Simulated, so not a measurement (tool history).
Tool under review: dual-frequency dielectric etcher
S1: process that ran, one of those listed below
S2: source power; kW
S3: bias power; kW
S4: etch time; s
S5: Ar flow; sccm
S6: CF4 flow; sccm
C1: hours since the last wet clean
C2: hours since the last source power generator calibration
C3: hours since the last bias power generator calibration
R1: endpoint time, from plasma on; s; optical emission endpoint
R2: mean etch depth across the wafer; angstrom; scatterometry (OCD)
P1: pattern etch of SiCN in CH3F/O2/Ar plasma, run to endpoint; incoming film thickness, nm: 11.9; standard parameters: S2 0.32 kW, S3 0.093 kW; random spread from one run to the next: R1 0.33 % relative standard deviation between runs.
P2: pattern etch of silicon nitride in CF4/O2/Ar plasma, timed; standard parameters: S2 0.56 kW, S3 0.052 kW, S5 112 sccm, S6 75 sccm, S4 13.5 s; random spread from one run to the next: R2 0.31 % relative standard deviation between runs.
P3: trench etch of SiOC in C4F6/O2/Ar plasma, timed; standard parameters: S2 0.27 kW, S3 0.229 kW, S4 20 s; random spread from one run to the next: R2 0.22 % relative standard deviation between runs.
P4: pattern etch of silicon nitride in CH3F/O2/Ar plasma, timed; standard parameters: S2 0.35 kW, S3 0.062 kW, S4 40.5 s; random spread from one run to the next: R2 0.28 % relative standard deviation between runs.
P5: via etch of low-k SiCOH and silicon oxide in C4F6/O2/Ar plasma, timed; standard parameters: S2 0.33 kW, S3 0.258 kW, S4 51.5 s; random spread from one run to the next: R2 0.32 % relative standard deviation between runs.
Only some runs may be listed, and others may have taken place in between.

run	day	S1	S2	S3	S4	S5	S6	C1	C2	C3	R1	R2
1	0.383	P1	0.32	0.093				175.3	2858.8	788.4	30.522	
2	0.833	P4	0.35	0.05	40.5			186.1	2869.6	799.2		234.86
3	1.362	P2	0.56	0.052	13.5	112	99	198.8	2882.3	811.9		285.91
4	1.742	P2	0.56	0.052	13.5	112	75	207.9	2891.4	821		273.56
5	2.304	P4	0.2	0.062	40.5			221.4	2904.9	834.5		205.05
6	2.796	P1	0.32	0.093				233.2	2916.7	846.3	30.592	
7	3.417	P3	0.17	0.229	20			248.1	2931.6	861.2		324.91
8	3.858	P2	0.56	0.072	13.5	112	75	258.7	2942.2	871.8		312.84
9	4.133	P3	0.27	0.229	20			265.3	2948.8	878.4		386.66
10	4.462	P1	0.21	0.093				273.2	2956.7	886.3	35.611	
11	4.85	P5	0.33	0.258	51.5			282.5	2966	895.6		1378.3
12	5.471	P1	0.32	0.112				297.4	2980.9	910.5	28.725	
13	5.979	P2	0.42	0.052	13.5	112	75	309.6	2993.1	922.7		215.07
14	6.317	P2	0.56	0.052	13.5	112	75	317.7	3001.2	930.8		276.76
# day 6.483: wet clean of the chamber
15	6.829	P1	0.32	0.093				8.3	3013.5	943.1	30.663	
16	7.158	P2	0.56	0.052	17.5	112	75	16.2	3021.4	951		359.84
17	7.667	P5	0.33	0.322	51.5			28.4	3033.6	963.2		1507
18	7.971	P3	0.27	0.229	11			35.7	3040.9	970.5		213.06
19	8.421	P1	0.32	0.093				46.5	3051.7	981.3	30.643	
20	8.879	P1	0.44	0.093				57.5	3062.7	992.3	27.19	
21	9.317	P1	0.39	0.117				68	3073.2	1002.8	26.217	
22	9.596	P2	0.56	0.052	13.5	78	75	74.7	3079.9	1009.5		287.98
23	10.108	P1	0.32	0.061				87	3092.2	1021.8	35.632	
24	10.6	P4	0.35	0.062	55.5			98.8	3104	1033.6		347.9
25	11.108	P5	0.33	0.258	51.5			111	3116.2	1045.8		1385.2
26	11.492	P4	0.35	0.062	40.5			120.2	3125.4	1055		253.24
27	12.05	P3	0.27	0.229	20			133.6	3138.8	1068.4		385.34
28	12.333	P1	0.32	0.093				140.4	3145.6	1075.2	30.754	
29	12.908	P5	0.33	0.258	32.5			154.2	3159.4	1089		868.89
30	13.212	P5	0.39	0.258	51.5			161.5	3166.7	1096.3		1465.4
31	13.608	P3	0.27	0.275	20			171	3176.2	1105.8		413.39
32	13.896	P1	0.32	0.093				177.9	3183.1	1112.7	30.645	
33	14.425	P1	0.32	0.093				190.6	3195.8	1125.4	30.318	
34	14.95	P1	0.32	0.093				203.2	3208.4	1138	30.295	
# day 15.338: wet clean of the chamber
35	15.458	P1	0.32	0.093				3	3220.6	1150.2	30.257	
36	15.767	P1	0.32	0.093				10.4	3228	1157.6	30.252	
37	16.162	P1	0.32	0.093				19.9	3237.5	1167.1	30.118	
38	16.533	P1	0.32	0.093				28.8	3246.4	1176	30.277	
39	17.004	P1	0.32	0.093				40.1	3257.7	1187.3	30.263	

The log shows P1 creeping away from where it was. Any of the 2 causes listed here, at the size stated for it, fits the log just as well as the others:
A: bias power that arrives over what is set, % = 4.4
B: source power that arrives over what is set, % = 4.52
Creep in the process output first set in at about day 13.896.
The rest of the possible causes, and what rules out each one:
chamber walls in a state that raises the etch rate, %: its service at day 15.338 followed the start of the drift and did not put the process back to its old value

Below are 4 check runs, each averaged over 2 wafers, with their results shown as question marks. Which of them would give clearly different results depending on which cause is behind the drift?
check 1	17.475	P5	0.33	0.258	51.5							?
check 2	17.475	P3	0.27	0.229	20							?
check 3	17.475	P4	0.35	0.062	40.5							?
check 4	17.475	P2	0.56	0.052	13.5	112	75					?

What each check would give under each cause:
check	result	if A	if B
check 1	R2	1405.3	1408
check 2	R2	392.38	393.2
check 3	R2	257.04	257.66
check 4	R2	280.61	286.61
Per-check spread between the two closest causes, in the result where they differ most: check 1 0.19 %; check 2 0.21 %; check 3 0.24 %; check 4 2.12 %
Only check 4 tells the causes apart: in the others they would give nearly the same result.

Then check 4 was run and gave: R2 281.76 angstrom. Which cause is it?

The cause is A: bias power that arrives over what is set, %.

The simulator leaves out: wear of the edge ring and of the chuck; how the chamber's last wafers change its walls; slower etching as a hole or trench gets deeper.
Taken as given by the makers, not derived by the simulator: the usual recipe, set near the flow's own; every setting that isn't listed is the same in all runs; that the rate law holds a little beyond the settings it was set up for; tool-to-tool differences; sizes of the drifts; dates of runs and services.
